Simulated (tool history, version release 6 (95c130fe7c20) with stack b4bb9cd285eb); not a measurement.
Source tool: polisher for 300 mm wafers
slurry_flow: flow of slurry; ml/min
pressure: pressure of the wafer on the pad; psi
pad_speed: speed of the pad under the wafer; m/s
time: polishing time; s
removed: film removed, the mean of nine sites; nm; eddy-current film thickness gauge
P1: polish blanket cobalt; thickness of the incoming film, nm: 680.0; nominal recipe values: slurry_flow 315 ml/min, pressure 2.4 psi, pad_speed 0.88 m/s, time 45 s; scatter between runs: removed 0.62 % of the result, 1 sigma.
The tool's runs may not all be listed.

run 1 hour=12 | slurry_flow=315 pressure=2.4 pad_speed=0.88 time=45 | removed=238.18
run 2 hour=24.4 | slurry_flow=315 pressure=2.4 pad_speed=0.88 time=58 | removed=302.44
-- hour=32.1 worn pad replaced by a new one
run 3 hour=36 | slurry_flow=315 pressure=1.7 pad_speed=1.08 time=45 | removed=203.34
run 4 hour=48 | slurry_flow=315 pressure=2.4 pad_speed=0.88 time=45 | removed=234.41
run 5 hour=58.1 | slurry_flow=315 pressure=2.4 pad_speed=0.88 time=45 | removed=233.92
run 6 hour=68.4 | slurry_flow=490 pressure=2.4 pad_speed=0.88 time=45 | removed=242.7
run 7 hour=80.2 | slurry_flow=315 pressure=3.6 pad_speed=0.88 time=45 | removed=352.36
run 8 hour=92.6 | slurry_flow=315 pressure=2.4 pad_speed=0.4 time=45 | removed=107.46
run 9 hour=105 | slurry_flow=435 pressure=2.4 pad_speed=1.22 time=45 | removed=331.65
run 10 hour=111.4 | slurry_flow=190 pressure=2.4 pad_speed=0.88 time=45 | removed=223.13
run 11 hour=119.7 | slurry_flow=315 pressure=2.4 pad_speed=1.32 time=45 | removed=352.27
run 12 hour=130.9 | slurry_flow=315 pressure=1.5 pad_speed=0.88 time=45 | removed=147.48
run 13 hour=137.8 | slurry_flow=315 pressure=2.4 pad_speed=0.88 time=45 | removed=236.26
run 14 hour=146.7 | slurry_flow=315 pressure=2.4 pad_speed=0.88 time=45 | removed=237.13
run 15 hour=154.8 | slurry_flow=315 pressure=2.4 pad_speed=0.88 time=20 | removed=104.11
run 16 hour=163 | slurry_flow=315 pressure=2.4 pad_speed=0.88 time=45 | removed=236.21
run 17 hour=171.9 | slurry_flow=315 pressure=2.4 pad_speed=0.88 time=45 | removed=230.43
run 18 hour=180.9 | slurry_flow=315 pressure=2.4 pad_speed=0.88 time=45 | removed=231.3
run 19 hour=193.2 | slurry_flow=315 pressure=2.4 pad_speed=0.88 time=45 | removed=229.27
run 20 hour=200.6 | slurry_flow=315 pressure=2.4 pad_speed=0.88 time=45 | removed=227.48
run 21 hour=208.1 | slurry_flow=315 pressure=2.4 pad_speed=0.88 time=45 | removed=228.07
-- hour=214 worn pad replaced by a new one
run 22 hour=218.6 | slurry_flow=315 pressure=2.4 pad_speed=0.88 time=45 | removed=225.74
run 23 hour=226.5 | slurry_flow=315 pressure=2.4 pad_speed=0.88 time=45 | removed=226.55
run 24 hour=233.2 | slurry_flow=315 pressure=2.4 pad_speed=0.88 time=45 | removed=225.39
run 25 hour=240.8 | slurry_flow=315 pressure=2.4 pad_speed=0.88 time=45 | removed=226.57
run 26 hour=253.2 | slurry_flow=315 pressure=2.4 pad_speed=0.88 time=45 | removed=224.94
run 27 hour=261.6 | slurry_flow=315 pressure=2.4 pad_speed=0.88 time=45 | removed=227.31

The log shows P1 creeping away from where it was. Any of the 2 causes listed here, at the size stated for it, fits the log just as well as the others:
A: slurry flow missing at the pad, % = 31.7
B: head's pressure below its setpoint, % = 3.86
The process output started creeping at around hour 163.
Other possible causes, and why each is ruled out:
removal rate lost through wear of the pad, %: serviced at hour 214, after the change had begun; the process did not return to its earlier output

The list below offers 4 check runs, each averaging the results of 5 wafers, and shows each result as a question mark. For which of them would the listed causes give clearly different results?
run check 1 hour=270 | slurry_flow=315 pressure=1.9 pad_speed=0.88 time=21 | removed=?
run check 2 hour=270 | slurry_flow=315 pressure=1.6 pad_speed=1.08 time=45 | removed=?
run check 3 hour=270 | slurry_flow=190 pressure=2.4 pad_speed=1.08 time=45 | removed=?
run check 4 hour=270 | slurry_flow=315 pressure=2.4 pad_speed=0.4 time=34 | removed=?

How each check would come out, cause by cause:
check=check_1 result=removed if_A=83.583 if_B=83.59
check=check_2 result=removed if_A=185.11 if_B=185.12
check=check_3 result=removed if_A=256.37 if_B=262.63
check=check_4 result=removed if_A=77.698 if_B=77.705
Smallest distance between any two causes, each pair judged by its most separating result, in per cent: check 1 0.01 %; check 2 0.01 %; check 3 2.41 %; check 4 0.01 %
The causes can be told apart only by check 3. The other checks would give nearly the same results under each of them.

With check 3 done, the readings were: removed 263.11 nm. Identify which of the listed causes applies.

Of the candidate causes, it is B: head's pressure below its setpoint, %.
